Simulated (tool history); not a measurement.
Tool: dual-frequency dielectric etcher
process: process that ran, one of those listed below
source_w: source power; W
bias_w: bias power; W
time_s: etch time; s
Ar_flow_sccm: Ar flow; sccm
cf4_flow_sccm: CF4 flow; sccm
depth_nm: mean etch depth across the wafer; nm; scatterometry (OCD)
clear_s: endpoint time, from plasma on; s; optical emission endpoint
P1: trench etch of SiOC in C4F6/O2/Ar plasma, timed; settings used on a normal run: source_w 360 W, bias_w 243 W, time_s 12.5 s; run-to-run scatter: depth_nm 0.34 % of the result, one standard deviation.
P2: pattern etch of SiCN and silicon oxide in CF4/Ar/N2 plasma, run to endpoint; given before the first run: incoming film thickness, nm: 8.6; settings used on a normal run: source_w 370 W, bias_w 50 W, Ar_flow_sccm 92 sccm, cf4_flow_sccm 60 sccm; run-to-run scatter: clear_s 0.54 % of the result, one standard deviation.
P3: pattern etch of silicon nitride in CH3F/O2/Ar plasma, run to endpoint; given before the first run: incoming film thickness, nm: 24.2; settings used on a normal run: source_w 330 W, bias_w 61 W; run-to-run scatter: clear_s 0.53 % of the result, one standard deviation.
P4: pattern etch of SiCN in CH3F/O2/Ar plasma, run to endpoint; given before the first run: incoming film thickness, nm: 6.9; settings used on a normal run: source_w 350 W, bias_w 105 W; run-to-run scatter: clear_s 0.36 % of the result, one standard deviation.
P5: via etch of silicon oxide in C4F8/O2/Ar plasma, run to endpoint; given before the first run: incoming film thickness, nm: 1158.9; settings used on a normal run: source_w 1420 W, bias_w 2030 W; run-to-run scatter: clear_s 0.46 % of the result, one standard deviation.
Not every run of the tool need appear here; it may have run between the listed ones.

Run 1, hour 4.8: process P1, source_w 360 W, bias_w 243 W, time_s 12.5 s. Result: depth_nm 26.702 nm.
Run 2, hour 8.8: process P1, source_w 440 W, bias_w 302 W, time_s 12.5 s. Result: depth_nm 31.061 nm.
Run 3, hour 12.5: process P2, source_w 370 W, bias_w 50 W, Ar_flow_sccm 110 sccm, cf4_flow_sccm 60 sccm. Result: clear_s 14.341 s.
Run 4, hour 17.0: process P5, source_w 1140 W, bias_w 2030 W. Result: clear_s 273.760 s.
Run 5, hour 22.8: process P3, source_w 330 W, bias_w 86 W. Result: clear_s 34.421 s.
Run 6, hour 28.9: process P3, source_w 330 W, bias_w 61 W. Result: clear_s 38.933 s.
Run 7, hour 32.7: process P1, source_w 360 W, bias_w 243 W, time_s 12.5 s. Result: depth_nm 26.732 nm.
Run 8, hour 37.4: process P5, source_w 1420 W, bias_w 1337 W. Result: clear_s 282.810 s.
Run 9, hour 40.8: process P1, source_w 270 W, bias_w 243 W, time_s 12.5 s. Result: depth_nm 23.851 nm.
At hour 42.8: bias power generator calibrated.
Run 10, hour 45.1: process P1, source_w 360 W, bias_w 243 W, time_s 12.5 s. Result: depth_nm 26.661 nm.
Run 11, hour 50.9: process P1, source_w 360 W, bias_w 190 W, time_s 9.0 s. Result: depth_nm 17.666 nm.
Run 12, hour 54.5: process P4, source_w 350 W, bias_w 105 W. Result: clear_s 16.644 s.
Run 13, hour 58.2: process P2, source_w 370 W, bias_w 50 W, Ar_flow_sccm 92 sccm, cf4_flow_sccm 60 sccm. Result: clear_s 13.872 s.
Run 14, hour 61.5: process P1, source_w 360 W, bias_w 243 W, time_s 12.5 s. Result: depth_nm 26.669 nm.
Run 15, hour 66.2: process P1, source_w 360 W, bias_w 243 W, time_s 15.5 s. Result: depth_nm 33.052 nm.
Run 16, hour 71.5: process P1, source_w 500 W, bias_w 243 W, time_s 12.5 s. Result: depth_nm 30.242 nm.
Run 17, hour 75.5: process P2, source_w 370 W, bias_w 35 W, Ar_flow_sccm 92 sccm, cf4_flow_sccm 60 sccm. Result: clear_s 15.328 s.
Run 18, hour 79.3: process P1, source_w 360 W, bias_w 243 W, time_s 7.0 s. Result: depth_nm 14.903 nm.
Run 19, hour 82.7: process P4, source_w 350 W, bias_w 135 W. Result: clear_s 15.084 s.
Run 20, hour 85.4: process P4, source_w 490 W, bias_w 105 W. Result: clear_s 14.682 s.
Run 21, hour 90.7: process P1, source_w 360 W, bias_w 302 W, time_s 12.5 s. Result: depth_nm 28.750 nm.
Run 22, hour 96.2: process P1, source_w 360 W, bias_w 194 W, time_s 12.5 s. Result: depth_nm 24.819 nm.
Run 23, hour 101.7: process P1, source_w 360 W, bias_w 243 W, time_s 12.5 s. Result: depth_nm 26.653 nm.
Run 24, hour 105.7: process P5, source_w 1420 W, bias_w 2030 W. Result: clear_s 251.500 s.
Run 25, hour 108.6: process P2, source_w 370 W, bias_w 50 W, Ar_flow_sccm 92 sccm, cf4_flow_sccm 44 sccm. Result: clear_s 14.550 s.
Run 26, hour 113.9: process P3, source_w 330 W, bias_w 61 W. Result: clear_s 39.092 s.
Run 27, hour 119.5: process P1, source_w 470 W, bias_w 338 W, time_s 12.5 s. Result: depth_nm 33.180 nm.
Run 28, hour 123.6: process P4, source_w 350 W, bias_w 105 W. Result: clear_s 16.575 s.
Run 29, hour 128.5: process P3, source_w 460 W, bias_w 61 W. Result: clear_s 34.519 s.
Run 30, hour 133.5: process P2, source_w 370 W, bias_w 50 W, Ar_flow_sccm 92 sccm, cf4_flow_sccm 60 sccm. Result: clear_s 13.638 s.
Run 31, hour 139.7: process P2, source_w 260 W, bias_w 50 W, Ar_flow_sccm 92 sccm, cf4_flow_sccm 60 sccm. Result: clear_s 18.726 s.
Run 32, hour 143.6: process P1, source_w 360 W, bias_w 243 W, time_s 12.5 s. Result: depth_nm 26.685 nm.
Run 33, hour 147.7: process P1, source_w 360 W, bias_w 243 W, time_s 12.5 s. Result: depth_nm 26.316 nm.
Run 34, hour 152.0: process P1, source_w 360 W, bias_w 243 W, time_s 12.5 s. Result: depth_nm 26.355 nm.
Run 35, hour 156.2: process P1, source_w 360 W, bias_w 243 W, time_s 12.5 s. Result: depth_nm 26.540 nm.
At hour 157.2: wet clean of the chamber.
Run 36, hour 162.2: process P1, source_w 360 W, bias_w 243 W, time_s 12.5 s. Result: depth_nm 26.102 nm.
Run 37, hour 166.0: process P1, source_w 360 W, bias_w 243 W, time_s 12.5 s. Result: depth_nm 26.222 nm.
Run 38, hour 169.3: process P1, source_w 360 W, bias_w 243 W, time_s 12.5 s. Result: depth_nm 26.330 nm.

What P1 gives has crept away from where it was. These 2 causes fit the log equally well, each at the size given:
A: source power that arrives under what is set, % = 4.4
B: bias power that arrives under what is set, % = 4.96
Onset of the creep was near hour 143.6.
Every other cause this tool's parts could produce, and why it does not fit the log:
chamber walls in a state that lowers the etch rate, %: work on it at hour 157.2, done after the drift set in, did not restore what the process gave before

Which of the 4 check runs listed below, each an average over 3 wafers with its results shown as question marks, gives clearly different results under the different listed causes?
Run check 1, hour 172.6: process P5, source_w 1420 W, bias_w 2030 W. Result: clear_s ?.
Run check 2, hour 172.6: process P3, source_w 330 W, bias_w 61 W. Result: clear_s ?.
Run check 3, hour 172.6: process P2, source_w 370 W, bias_w 50 W, Ar_flow_sccm 92 sccm, cf4_flow_sccm 60 sccm. Result: clear_s ?.
Run check 4, hour 172.6: process P4, source_w 350 W, bias_w 105 W. Result: clear_s ?.

Predicted outcomes, by check and by cause:
  check   result     if A     if B
check 1  clear_s  255.600  254.860
check 2  clear_s   39.545   39.536
check 3  clear_s   14.323   13.985
check 4  clear_s   16.936   16.985
Distance between the nearest two causes, measured in the result of the check that separates them most: check 1 0.29 %; check 2 0.02 %; check 3 2.39 %; check 4 0.29 %
Only in check 3 would the causes give clearly different results; in the remaining checks their results would be nearly the same.

The results of check 3 are: clear_s 13.942 s. Based on these, which of the listed causes is it?

B is the cause: bias power that arrives under what is set, %.
